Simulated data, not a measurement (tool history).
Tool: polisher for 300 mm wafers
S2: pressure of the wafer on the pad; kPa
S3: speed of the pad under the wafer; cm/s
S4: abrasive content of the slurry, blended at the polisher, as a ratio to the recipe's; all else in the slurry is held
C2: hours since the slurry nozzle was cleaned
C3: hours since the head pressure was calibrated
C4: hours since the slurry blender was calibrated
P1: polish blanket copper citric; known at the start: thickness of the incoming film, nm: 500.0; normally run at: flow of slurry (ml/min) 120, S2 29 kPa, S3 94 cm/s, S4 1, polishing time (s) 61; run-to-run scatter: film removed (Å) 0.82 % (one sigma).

run 1 day=0.446 | flow_of_slurry_(ml/min)=120 S2=29 S3=94 S4=1 polishing_time_(s)=61 | wafers_polished_on_this_pad=555 C2=54.7 C3=68.4 C4=167.7 | film_removed_(Å)=2070.8
run 2 day=0.867 | flow_of_slurry_(ml/min)=120 S2=37.9 S3=94 S4=1.4 polishing_time_(s)=61 | wafers_polished_on_this_pad=655 C2=64.8 C3=78.5 C4=177.8 | film_removed_(Å)=2970.5
run 3 day=1.308 | flow_of_slurry_(ml/min)=120 S2=29 S3=94 S4=1 polishing_time_(s)=61 | wafers_polished_on_this_pad=760 C2=75.4 C3=89.1 C4=188.4 | film_removed_(Å)=2067.4
run 4 day=1.654 | flow_of_slurry_(ml/min)=120 S2=29 S3=94 S4=1.35 polishing_time_(s)=77 | wafers_polished_on_this_pad=843 C2=83.7 C3=97.4 C4=196.7 | film_removed_(Å)=2800.3
run 5 day=1.858 | flow_of_slurry_(ml/min)=120 S2=29 S3=94 S4=1 polishing_time_(s)=96 | wafers_polished_on_this_pad=892 C2=88.6 C3=102.3 C4=201.6 | film_removed_(Å)=3317.8
run 6 day=2.321 | flow_of_slurry_(ml/min)=120 S2=29 S3=94 S4=1 polishing_time_(s)=61 | wafers_polished_on_this_pad=1002 C2=99.7 C3=113.4 C4=212.7 | film_removed_(Å)=2068.9
run 7 day=2.558 | flow_of_slurry_(ml/min)=120 S2=43.4 S3=94 S4=1 polishing_time_(s)=61 | wafers_polished_on_this_pad=1058 C2=105.4 C3=119.1 C4=218.4 | film_removed_(Å)=3115.7
run 8 day=2.879 | flow_of_slurry_(ml/min)=175 S2=29 S3=94 S4=1 polishing_time_(s)=61 | wafers_polished_on_this_pad=1135 C2=113.1 C3=126.8 C4=226.1 | film_removed_(Å)=2198.2
run 9 day=3.088 | flow_of_slurry_(ml/min)=120 S2=13.1 S3=94 S4=1 polishing_time_(s)=61 | wafers_polished_on_this_pad=1184 C2=118.1 C3=131.8 C4=231.1 | film_removed_(Å)=970.94
run 10 day=3.362 | flow_of_slurry_(ml/min)=120 S2=29 S3=94 S4=1 polishing_time_(s)=61 | wafers_polished_on_this_pad=1250 C2=124.7 C3=138.4 C4=237.7 | film_removed_(Å)=2081.2
run 11 day=3.696 | flow_of_slurry_(ml/min)=120 S2=29 S3=94 S4=1 polishing_time_(s)=61 | wafers_polished_on_this_pad=1329 C2=132.7 C3=146.4 C4=245.7 | film_removed_(Å)=2070.4
run 12 day=3.975 | flow_of_slurry_(ml/min)=120 S2=29 S3=94 S4=0.5 polishing_time_(s)=61 | wafers_polished_on_this_pad=1396 C2=139.4 C3=153.1 C4=252.4 | film_removed_(Å)=1787.1
run 13 day=4.367 | flow_of_slurry_(ml/min)=120 S2=29 S3=68 S4=1 polishing_time_(s)=61 | wafers_polished_on_this_pad=1489 C2=148.8 C3=162.5 C4=261.8 | film_removed_(Å)=1504.2
run 14 day=4.704 | flow_of_slurry_(ml/min)=120 S2=29 S3=94 S4=1.5 polishing_time_(s)=61 | wafers_polished_on_this_pad=1570 C2=156.9 C3=170.6 C4=269.9 | film_removed_(Å)=2275.6
run 15 day=5.146 | flow_of_slurry_(ml/min)=120 S2=29 S3=94 S4=1 polishing_time_(s)=61 | wafers_polished_on_this_pad=1675 C2=167.5 C3=181.2 C4=280.5 | film_removed_(Å)=2071.7
run 16 day=5.429 | flow_of_slurry_(ml/min)=120 S2=29 S3=130 S4=1 polishing_time_(s)=61 | wafers_polished_on_this_pad=1742 C2=174.3 C3=188 C4=287.3 | film_removed_(Å)=2842
run 17 day=5.671 | flow_of_slurry_(ml/min)=120 S2=29 S3=94 S4=1 polishing_time_(s)=61 | wafers_polished_on_this_pad=1800 C2=180.1 C3=193.8 C4=293.1 | film_removed_(Å)=2090.6
run 18 day=5.954 | flow_of_slurry_(ml/min)=80 S2=29 S3=94 S4=1 polishing_time_(s)=61 | wafers_polished_on_this_pad=1868 C2=186.9 C3=200.6 C4=299.9 | film_removed_(Å)=1866.3
run 19 day=6.25 | flow_of_slurry_(ml/min)=120 S2=29 S3=94 S4=1 polishing_time_(s)=37 | wafers_polished_on_this_pad=1938 C2=194 C3=207.7 C4=307 | film_removed_(Å)=1243.9
run 20 day=6.662 | flow_of_slurry_(ml/min)=120 S2=29 S3=94 S4=1 polishing_time_(s)=61 | wafers_polished_on_this_pad=2036 C2=203.9 C3=217.6 C4=316.9 | film_removed_(Å)=2090.5
run 21 day=6.95 | flow_of_slurry_(ml/min)=120 S2=29 S3=94 S4=1 polishing_time_(s)=61 | wafers_polished_on_this_pad=2105 C2=210.8 C3=224.5 C4=323.8 | film_removed_(Å)=2011.1
run 22 day=7.183 | flow_of_slurry_(ml/min)=120 S2=29 S3=94 S4=1 polishing_time_(s)=61 | wafers_polished_on_this_pad=2160 C2=216.4 C3=230.1 C4=329.4 | film_removed_(Å)=1947.4

Forecast run 23:
run 23 day=7.567 | flow_of_slurry_(ml/min)=120 S2=29 S3=94 S4=1 polishing_time_(s)=61 | wafers_polished_on_this_pad=2252 C2=225.6 C3=239.3 C4=338.6 | film_removed_(Å)=?

Run 23 gave film removed (Å) 1918.9.
